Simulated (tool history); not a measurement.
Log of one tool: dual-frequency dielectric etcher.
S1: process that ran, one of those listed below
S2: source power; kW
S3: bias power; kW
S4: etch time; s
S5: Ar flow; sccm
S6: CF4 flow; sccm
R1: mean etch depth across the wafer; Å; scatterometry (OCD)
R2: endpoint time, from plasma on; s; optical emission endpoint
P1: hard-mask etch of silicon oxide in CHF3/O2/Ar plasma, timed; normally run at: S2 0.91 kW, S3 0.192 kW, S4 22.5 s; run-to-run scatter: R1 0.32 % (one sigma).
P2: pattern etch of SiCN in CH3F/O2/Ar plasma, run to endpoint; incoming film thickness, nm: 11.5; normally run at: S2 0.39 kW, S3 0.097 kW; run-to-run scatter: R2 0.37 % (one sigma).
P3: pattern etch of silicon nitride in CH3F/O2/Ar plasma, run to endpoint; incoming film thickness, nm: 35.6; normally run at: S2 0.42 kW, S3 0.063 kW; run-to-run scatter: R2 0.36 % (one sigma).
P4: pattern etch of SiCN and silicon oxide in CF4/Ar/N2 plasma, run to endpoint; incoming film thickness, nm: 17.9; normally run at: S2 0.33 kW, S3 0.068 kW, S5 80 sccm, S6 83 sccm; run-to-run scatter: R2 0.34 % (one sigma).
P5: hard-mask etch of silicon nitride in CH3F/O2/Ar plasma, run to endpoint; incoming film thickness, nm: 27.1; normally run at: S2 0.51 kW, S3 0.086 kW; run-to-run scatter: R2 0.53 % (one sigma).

run	hour	S1	S2	S3	S4	S5	S6	R1	R2
1	5.4	P1	0.91	0.192	22.5			515.85	
2	12.5	P3	0.42	0.063					52.028
3	18.7	P1	0.53	0.192	22.5			418.46	
4	25.1	P1	0.91	0.192	22.5			511.08	
5	29	P1	1.25	0.192	22.5			580.71	
6	33.4	P2	0.39	0.097					27.914
7	40	P1	0.91	0.248	22.5			557.59	
8	46.3	P2	0.39	0.097					27.819
9	52.5	P4	0.33	0.068		80	115		24.867
10	56.9	P5	0.51	0.061					38.298
11	63.3	P1	0.91	0.192	22.5			514.22	
12	66.8	P2	0.39	0.069					31.337
13	70.9	P1	0.66	0.117	22.5			387.59	
14	76.9	P1	0.91	0.146	22.5			471.19	
15	82.6	P3	0.42	0.048					56.986
# hour 84.9: wet clean of the chamber
16	87	P1	0.91	0.192	13.5			307.87	
17	91.5	P3	0.42	0.063					51.927
18	96.5	P1	0.91	0.192	22.5			516.63	
19	102.9	P5	0.72	0.086					29.629
20	109.4	P5	0.51	0.086					33.883
21	113.4	P2	0.51	0.097					25.087
22	119.7	P4	0.33	0.068		99	83		26.587
23	125.8	P3	0.49	0.063					49.091
24	129.3	P1	0.91	0.192	32			732.13	
25	135.8	P4	0.22	0.068		80	83		37.296
26	142.3	P4	0.33	0.068		80	83		25.687
27	146.2	P4	0.33	0.09		80	83		23.613
28	151.6	P1	0.91	0.192	22.5			512.31	
29	158.2	P1	0.91	0.192	22.5			515.75	
30	164.1	P1	0.91	0.192	22.5			520.62	
# hour 167.7: wet clean of the chamber
31	170.6	P1	0.91	0.192	22.5			521.56	
32	177.4	P1	0.91	0.192	22.5			522.98	
33	182.1	P1	0.91	0.192	22.5			519.56	
34	187.3	P1	0.91	0.192	22.5			520.96	
35	192.8	P1	0.91	0.192	22.5			521.73	

What P1 gives has crept away from where it was. These 2 causes fit the log equally well, each at the size given:
A: source power that arrives over what is set, % = 4.28
B: bias power that arrives over what is set, % = 4.97
The creep began at about hour 151.6.
Why every other cause is out:
chamber walls in a state that raises the etch rate, %: serviced at hour 167.7, which brought nothing back

4 check runs are offered, each on 2 wafers whose results are averaged, their results left as question marks. Which one tells the causes apart?
check 1	198.3	P3	0.42	0.063					?
check 2	198.3	P5	0.51	0.086					?
check 3	198.3	P4	0.33	0.068		80	83		?
check 4	198.3	P2	0.39	0.097					?

What each check would give under each cause:
check	result	if A	if B
check 1	R2	51.197	51.193
check 2	R2	33.46	33.418
check 3	R2	24.922	25.463
check 4	R2	27.35	27.273
How far apart the two closest causes lie, in the result that separates them most: check 1 0.01 %; check 2 0.12 %; check 3 2.15 %; check 4 0.28 %
Check 3 tells the causes apart: in the others they would give nearly the same result.

Check 3 was then run and gave: R2 25.446 s. Which cause is it?

It is B: bias power that arrives over what is set, %.
